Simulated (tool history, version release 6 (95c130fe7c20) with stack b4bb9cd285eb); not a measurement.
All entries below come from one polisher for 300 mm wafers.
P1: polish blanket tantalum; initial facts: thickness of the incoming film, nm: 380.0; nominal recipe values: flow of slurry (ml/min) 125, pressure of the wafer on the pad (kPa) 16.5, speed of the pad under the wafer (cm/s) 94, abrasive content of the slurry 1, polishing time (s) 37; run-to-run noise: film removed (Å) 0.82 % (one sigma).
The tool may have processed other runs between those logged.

| run | hour | flow of slurry (ml/min) | pressure of the wafer on the pad (kPa) | speed of the pad under the wafer (cm/s) | abrasive content of the slurry | polishing time (s) | film removed (Å) |
|---|---|---|---|---|---|---|---|
| 1 | 15.4 | 125 | 16.5 | 94 | 1 | 37 | 646.94 |
| 2 | 26 | 125 | 9.7 | 94 | 1 | 37 | 370.73 |
| 3 | 38.5 | 125 | 16.5 | 42 | 1 | 37 | 288.08 |
| 4 | 52.8 | 125 | 16.5 | 94 | 1 | 37 | 643.79 |
| 5 | 61.4 | 125 | 16.5 | 94 | 1 | 37 | 641.46 |
| 6 | 71 | 125 | 9.7 | 94 | 1.45 | 37 | 415.63 |
| 7 | 82.1 | 75 | 16.5 | 94 | 1 | 37 | 560.48 |
| 8 | 96.5 | 170 | 16.5 | 94 | 1 | 37 | 678.16 |
| 9 | 103.6 | 125 | 16.5 | 94 | 1 | 37 | 650.44 |
| 10 | 112.6 | 125 | 16.5 | 94 | 1 | 23 | 396.97 |
| 11 | 122.1 | 75 | 16.5 | 94 | 1 | 55 | 843.43 |
| 12 | 136.7 | 125 | 16.5 | 130 | 1 | 37 | 894.37 |
| 13 | 145.9 | 125 | 16.5 | 94 | 0.55 | 37 | 524.6 |
| 14 | 155.2 | 125 | 16.5 | 94 | 1 | 37 | 649.05 |
| 15 | 169.7 | 125 | 21.4 | 94 | 1 | 20 | 457.12 |
| 16 | 177.1 | 125 | 25.5 | 94 | 1 | 37 | 988.14 |
| 17 | 185.9 | 125 | 16.5 | 94 | 1.25 | 37 | 684.74 |
| 18 | 198.7 | 125 | 16.5 | 94 | 1 | 56 | 967.89 |
| 19 | 207 | 125 | 16.5 | 94 | 1 | 37 | 643.35 |
| 20 | 217.9 | 125 | 16.5 | 94 | 1 | 37 | 626.35 |
| 21 | 230.3 | 125 | 16.5 | 94 | 1 | 37 | 616.7 |
| 22 | 245.4 | 125 | 16.5 | 94 | 1 | 37 | 589.42 |
|  | 249.2 | worn pad replaced by a new one |
| 23 | 255.3 | 125 | 16.5 | 94 | 1 | 37 | 591.38 |
| 24 | 265.1 | 125 | 16.5 | 94 | 1 | 37 | 586.11 |
| 25 | 279.1 | 125 | 16.5 | 94 | 1 | 37 | 581.32 |
| 26 | 290.4 | 125 | 16.5 | 94 | 1 | 37 | 585.59 |

P1 has crept away from where it was. The log is fitted equally well by each of these 3 causes, at the sizes shown:
A: abrasive missing from the slurry, % = 27.1
B: head's pressure below its setpoint, % = 9.6
C: slurry flow missing at the pad, % = 33.6
The process output started creeping at around hour 207.
Each remaining cause and why it is not a fit:
removal rate lost through wear of the pad, %: maintenance at hour 249.2, after the shift began, did not return the process to its former output

Which of the check runs below tells the causes apart, meaning the causes would give it clearly different results? Each run uses 5 wafers whose results are averaged, and each result is shown as a question mark.
| check 1 | 301.7 | 75 | 16.5 | 94 | 0.7 | 37 | ? |
| check 2 | 301.7 | 125 | 24.8 | 94 | 1 | 37 | ? |
| check 3 | 301.7 | 125 | 22.1 | 94 | 1 | 55 | ? |
| check 4 | 301.7 | 125 | 16.5 | 120 | 1 | 37 | ? |

Predicted outcomes, by check and by cause:
| check | result | if A | if B | if C |
|---|---|---|---|---|
| check 1 | film removed (Å) | 443.36 | 454.97 | 430.88 |
| check 2 | film removed (Å) | 873.88 | 873.89 | 874.06 |
| check 3 | film removed (Å) | 1154.7 | 1154.7 | 1154.9 |
| check 4 | film removed (Å) | 743.73 | 743.74 | 743.88 |
How far apart the two closest causes lie, in the result that separates them most: check 1 2.59 %; check 2 0 %; check 3 0 %; check 4 0 %
Only in check 1 would the causes give clearly different results; in the remaining checks their results would be nearly the same.

Check 1 has now been run. It gave: film removed (Å) 428.66. Which of the candidate causes is it?

The cause is C: slurry flow missing at the pad, %.

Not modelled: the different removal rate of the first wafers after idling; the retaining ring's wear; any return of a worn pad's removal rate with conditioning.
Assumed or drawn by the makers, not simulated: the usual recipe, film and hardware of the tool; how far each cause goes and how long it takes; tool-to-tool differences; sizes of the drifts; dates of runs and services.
